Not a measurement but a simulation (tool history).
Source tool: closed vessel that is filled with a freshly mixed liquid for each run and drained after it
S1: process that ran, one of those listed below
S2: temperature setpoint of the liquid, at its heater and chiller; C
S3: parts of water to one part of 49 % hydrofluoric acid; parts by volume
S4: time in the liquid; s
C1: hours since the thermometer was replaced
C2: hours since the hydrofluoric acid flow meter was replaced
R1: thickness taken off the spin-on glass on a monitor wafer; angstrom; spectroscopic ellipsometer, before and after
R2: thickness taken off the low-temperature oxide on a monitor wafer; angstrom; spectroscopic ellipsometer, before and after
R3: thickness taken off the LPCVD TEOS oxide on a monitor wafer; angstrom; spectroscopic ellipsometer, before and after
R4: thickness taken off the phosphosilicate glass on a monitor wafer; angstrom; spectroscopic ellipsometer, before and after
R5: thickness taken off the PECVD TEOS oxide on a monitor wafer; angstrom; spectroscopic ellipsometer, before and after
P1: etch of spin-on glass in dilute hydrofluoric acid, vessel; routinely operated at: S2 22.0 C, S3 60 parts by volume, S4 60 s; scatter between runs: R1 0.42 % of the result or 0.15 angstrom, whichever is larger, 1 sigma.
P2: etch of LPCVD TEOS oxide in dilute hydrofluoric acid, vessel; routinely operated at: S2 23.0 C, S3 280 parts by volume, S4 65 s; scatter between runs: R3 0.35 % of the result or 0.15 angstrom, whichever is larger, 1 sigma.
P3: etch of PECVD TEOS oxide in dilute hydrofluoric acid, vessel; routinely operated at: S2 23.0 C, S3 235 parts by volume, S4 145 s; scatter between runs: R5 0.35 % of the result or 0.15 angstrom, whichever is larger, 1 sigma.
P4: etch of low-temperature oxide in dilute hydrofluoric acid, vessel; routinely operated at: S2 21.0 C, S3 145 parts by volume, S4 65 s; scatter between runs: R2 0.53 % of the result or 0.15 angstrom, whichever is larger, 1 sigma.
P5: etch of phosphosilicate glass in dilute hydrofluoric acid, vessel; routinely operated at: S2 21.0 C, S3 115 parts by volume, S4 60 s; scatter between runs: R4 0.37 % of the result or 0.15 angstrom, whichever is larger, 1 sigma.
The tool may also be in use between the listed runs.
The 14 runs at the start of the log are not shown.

| run | day | S1 | S2 | S3 | S4 | C1 | C2 | R1 | R2 | R3 | R4 | R5 |
|---|---|---|---|---|---|---|---|---|---|---|---|---|
| 15 | 8.912 | P5 | 21.0 | 115 | 60 | 1154.7 | 1586.6 |  |  |  | 286.86 |  |
| 16 | 9.550 | P2 | 23.0 | 280 | 65 | 1170.0 | 1601.9 |  |  | 71.896 |  |  |
| 17 | 9.904 | P1 | 22.0 | 60 | 60 | 1178.5 | 1610.4 | 502.76 |  |  |  |  |
| 18 | 10.625 | P1 | 22.0 | 20 | 30 | 1195.8 | 1627.7 | 792.38 |  |  |  |  |
| 19 | 10.946 | P3 | 17.0 | 235 | 145 | 1203.5 | 1635.4 |  |  |  |  | 83.068 |
| 20 | 11.629 | P3 | 23.0 | 235 | 30 | 1219.9 | 1651.8 |  |  |  |  | 21.640 |
| 21 | 12.238 | P5 | 17.0 | 115 | 60 | 1234.5 | 1666.4 |  |  |  | 244.68 |  |
| 22 | 12.621 | P1 | 22.0 | 60 | 60 | 1243.7 | 1675.6 | 503.66 |  |  |  |  |
| 23 | 13.325 | P2 | 18.5 | 280 | 65 | 1260.6 | 1692.5 |  |  | 60.593 |  |  |
| 24 | 14.042 | P4 | 21.0 | 210 | 65 | 1277.8 | 1709.7 |  | 43.237 |  |  |  |
| 25 | 14.771 | P2 | 23.0 | 280 | 65 | 1295.3 | 1727.2 |  |  | 71.506 |  |  |
| 26 | 15.142 | P1 | 22.0 | 60 | 30 | 1304.2 | 1736.1 | 249.63 |  |  |  |  |
| 27 | 15.558 | P1 | 22.0 | 60 | 60 | 1314.2 | 1746.1 | 501.78 |  |  |  |  |
| 28 | 15.904 | P2 | 23.0 | 485 | 65 | 1322.5 | 1754.4 |  |  | 34.564 |  |  |
| 29 | 16.412 | P3 | 23.0 | 80 | 145 | 1334.7 | 1766.6 |  |  |  |  | 360.820 |
| 30 | 16.788 | P1 | 22.0 | 60 | 90 | 1343.7 | 1775.6 | 746.43 |  |  |  |  |
| 31 | 17.508 | P1 | 22.0 | 60 | 60 | 1361.0 | 1792.9 | 502.29 |  |  |  |  |
| 32 | 17.933 | P4 | 21.0 | 145 | 30 | 1371.2 | 1803.1 |  | 31.317 |  |  |  |
| 33 | 18.388 | P1 | 22.0 | 60 | 60 | 1382.1 | 1814.0 | 501.43 |  |  |  |  |
| 34 | 18.933 | P1 | 22.0 | 60 | 60 | 1395.2 | 1827.1 | 484.14 |  |  |  |  |

What does the tool deliver on the next run?
| 35 | 19.458 | P1 | 22.0 | 60 | 60 | 1407.8 | 1839.7 | ? |  |  |  |  |

{"run 35": {"R1": 476.78}}
